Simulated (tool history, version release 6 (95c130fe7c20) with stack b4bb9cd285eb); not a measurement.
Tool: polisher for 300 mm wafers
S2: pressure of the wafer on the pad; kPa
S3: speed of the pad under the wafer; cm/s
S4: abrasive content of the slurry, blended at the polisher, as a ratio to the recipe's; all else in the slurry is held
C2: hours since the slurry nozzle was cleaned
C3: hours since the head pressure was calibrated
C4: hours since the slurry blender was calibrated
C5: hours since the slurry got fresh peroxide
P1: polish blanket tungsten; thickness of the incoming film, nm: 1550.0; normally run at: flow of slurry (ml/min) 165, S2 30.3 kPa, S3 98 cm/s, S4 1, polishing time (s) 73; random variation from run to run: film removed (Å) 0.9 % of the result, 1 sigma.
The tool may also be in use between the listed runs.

Run 1, day 0.392: flow of slurry (ml/min) 165, S2 30.3 kPa, S3 98 cm/s, S4 1, polishing time (s) 73; wafers polished on this pad 311; C2 174.6; C3 364.9; C4 298.1; C5 76.3. Result: film removed (Å) 3484.8.
Run 2, day 0.988: flow of slurry (ml/min) 165, S2 44.8 kPa, S3 98 cm/s, S4 1, polishing time (s) 73; wafers polished on this pad 499; C2 188.9; C3 379.2; C4 312.4; C5 90.6. Result: film removed (Å) 5274.2.
Run 3, day 1.542: flow of slurry (ml/min) 165, S2 30.3 kPa, S3 98 cm/s, S4 1, polishing time (s) 73; wafers polished on this pad 675; C2 202.2; C3 392.5; C4 325.7; C5 103.9. Result: film removed (Å) 3539.8.
Run 4, day 1.992: flow of slurry (ml/min) 165, S2 30.3 kPa, S3 142 cm/s, S4 1, polishing time (s) 73; wafers polished on this pad 817; C2 213; C3 403.3; C4 336.5; C5 114.7. Result: film removed (Å) 5108.1.
Run 5, day 2.588: flow of slurry (ml/min) 100, S2 30.3 kPa, S3 98 cm/s, S4 1, polishing time (s) 73; wafers polished on this pad 1006; C2 227.3; C3 417.6; C4 350.8; C5 129. Result: film removed (Å) 3223.2.
Run 6, day 3.117: flow of slurry (ml/min) 165, S2 30.3 kPa, S3 98 cm/s, S4 1, polishing time (s) 73; wafers polished on this pad 1173; C2 240; C3 430.3; C4 363.5; C5 141.7. Result: film removed (Å) 3540.1.
Run 7, day 3.546: flow of slurry (ml/min) 165, S2 30.3 kPa, S3 98 cm/s, S4 1, polishing time (s) 73; wafers polished on this pad 1309; C2 250.3; C3 440.6; C4 373.8; C5 152. Result: film removed (Å) 3490.9.
Run 8, day 3.867: flow of slurry (ml/min) 220, S2 30.3 kPa, S3 98 cm/s, S4 1, polishing time (s) 73; wafers polished on this pad 1411; C2 258; C3 448.3; C4 381.5; C5 159.7. Result: film removed (Å) 3773.4.
Run 9, day 4.188: flow of slurry (ml/min) 165, S2 30.3 kPa, S3 98 cm/s, S4 1, polishing time (s) 109; wafers polished on this pad 1513; C2 265.7; C3 456; C4 389.2; C5 167.4. Result: film removed (Å) 5200.
Run 10, day 4.588: flow of slurry (ml/min) 165, S2 30.3 kPa, S3 98 cm/s, S4 0.75, polishing time (s) 48; wafers polished on this pad 1639; C2 275.3; C3 465.6; C4 398.8; C5 177. Result: film removed (Å) 2161.
Run 11, day 4.888: flow of slurry (ml/min) 165, S2 30.3 kPa, S3 66 cm/s, S4 1.3, polishing time (s) 73; wafers polished on this pad 1734; C2 282.5; C3 472.8; C4 406; C5 184.2. Result: film removed (Å) 2513.1.
Run 12, day 5.288: flow of slurry (ml/min) 165, S2 30.3 kPa, S3 62 cm/s, S4 1, polishing time (s) 73; wafers polished on this pad 1861; C2 292.1; C3 482.4; C4 415.6; C5 193.8. Result: film removed (Å) 2259.5.
Run 13, day 5.788: flow of slurry (ml/min) 165, S2 30.3 kPa, S3 98 cm/s, S4 1, polishing time (s) 73; wafers polished on this pad 2019; C2 304.1; C3 494.4; C4 427.6; C5 205.8. Result: film removed (Å) 3526.6.
Run 14, day 6.108: flow of slurry (ml/min) 165, S2 30.3 kPa, S3 98 cm/s, S4 0.6, polishing time (s) 73; wafers polished on this pad 2121; C2 311.8; C3 502.1; C4 435.3; C5 213.5. Result: film removed (Å) 3178.4.
Run 15, day 6.475: flow of slurry (ml/min) 165, S2 30.3 kPa, S3 98 cm/s, S4 1.25, polishing time (s) 73; wafers polished on this pad 2237; C2 320.6; C3 510.9; C4 444.1; C5 222.3. Result: film removed (Å) 3704.6.
At day 7.012: slurry blender recalibrated.
Run 16, day 7.146: flow of slurry (ml/min) 165, S2 13.8 kPa, S3 98 cm/s, S4 1, polishing time (s) 73; wafers polished on this pad 2449; C2 336.7; C3 527; C4 3.3; C5 238.4. Result: film removed (Å) 1594.5.
Run 17, day 7.679: flow of slurry (ml/min) 165, S2 30.3 kPa, S3 54 cm/s, S4 1, polishing time (s) 38; wafers polished on this pad 2618; C2 349.5; C3 539.8; C4 16.1; C5 251.2. Result: film removed (Å) 1023.2.
Run 18, day 8.242: flow of slurry (ml/min) 165, S2 30.3 kPa, S3 98 cm/s, S4 1, polishing time (s) 40; wafers polished on this pad 2796; C2 363; C3 553.3; C4 29.6; C5 264.7. Result: film removed (Å) 1929.8.
Run 19, day 8.738: flow of slurry (ml/min) 165, S2 30.3 kPa, S3 98 cm/s, S4 1, polishing time (s) 73; wafers polished on this pad 2954; C2 374.9; C3 565.2; C4 41.5; C5 276.6. Result: film removed (Å) 3551.
Run 20, day 9.125: flow of slurry (ml/min) 165, S2 30.3 kPa, S3 98 cm/s, S4 1, polishing time (s) 73; wafers polished on this pad 3076; C2 384.2; C3 574.5; C4 50.8; C5 285.9. Result: film removed (Å) 3407.1.
Run 21, day 9.725: flow of slurry (ml/min) 165, S2 30.3 kPa, S3 98 cm/s, S4 1, polishing time (s) 73; wafers polished on this pad 3266; C2 398.6; C3 588.9; C4 65.2; C5 300.3. Result: film removed (Å) 3352.7.
At day 9.804: head pressure recalibrated.
At day 10.079: slurry tank refilled with fresh slurry and peroxide.
Run 22, day 10.079: flow of slurry (ml/min) 165, S2 30.3 kPa, S3 98 cm/s, S4 1, polishing time (s) 73; wafers polished on this pad 3378; C2 407.1; C3 6.6; C4 73.7; C5 0.1. Result: film removed (Å) 3280.6.
Run 23, day 10.683: flow of slurry (ml/min) 165, S2 30.3 kPa, S3 98 cm/s, S4 1, polishing time (s) 73; wafers polished on this pad 3570; C2 421.6; C3 21.1; C4 88.2; C5 14.6. Result: film removed (Å) 3273.
At day 10.854: worn pad replaced by a new one.
Run 24, day 11.067: flow of slurry (ml/min) 165, S2 30.3 kPa, S3 98 cm/s, S4 1, polishing time (s) 73; wafers polished on this pad 67; C2 430.8; C3 30.3; C4 97.4; C5 23.8. Result: film removed (Å) 3249.6.
Run 25, day 11.629: flow of slurry (ml/min) 165, S2 30.3 kPa, S3 98 cm/s, S4 1, polishing time (s) 73; wafers polished on this pad 245; C2 444.3; C3 43.8; C4 110.9; C5 37.3. Result: film removed (Å) 3267.3.

What P1 gives has crept away from where it was. These 2 causes fit the log equally well, each at the size given:
A: abrasive missing from the slurry, % = 33.3
B: slurry flow missing at the pad, % = 37.7
The creep began at about day 8.738.
Why every other cause is out:
removal rate lost through wear of the pad, %: serviced at day 10.854, which brought nothing back
head's pressure below its setpoint, %: serviced at day 9.804, which brought nothing back
peroxide lost from the slurry, %: serviced at day 10.079, which brought nothing back

4 check runs are offered, each on 2 wafers whose results are averaged, their results left as question marks. Which one tells the causes apart?
Run check 1, day 12.192: flow of slurry (ml/min) 165, S2 30.3 kPa, S3 98 cm/s, S4 0.75, polishing time (s) 40. Result: film removed (Å) ?.
Run check 2, day 12.192: flow of slurry (ml/min) 165, S2 22.1 kPa, S3 98 cm/s, S4 1, polishing time (s) 73. Result: film removed (Å) ?.
Run check 3, day 12.192: flow of slurry (ml/min) 100, S2 13.8 kPa, S3 98 cm/s, S4 1, polishing time (s) 73. Result: film removed (Å) ?.
Run check 4, day 12.192: flow of slurry (ml/min) 165, S2 30.3 kPa, S3 98 cm/s, S4 1.2, polishing time (s) 100. Result: film removed (Å) ?.

What each check would give under each cause:
  check            result    if A    if B
check 1  film removed (Å)    1663  1658.8
check 2  film removed (Å)  2353.8  2354.5
check 3  film removed (Å)  1330.6    1264
check 4  film removed (Å)  4622.8    4632
How far apart the two closest causes lie, in the result that separates them most: check 1 0.25 %; check 2 0.03 %; check 3 5.14 %; check 4 0.2 %
Only check 3 tells the causes apart: in the others they would give nearly the same result.

Then check 3 was run and gave: film removed (Å) 1267.4. Which cause is it?

It is B: slurry flow missing at the pad, %.
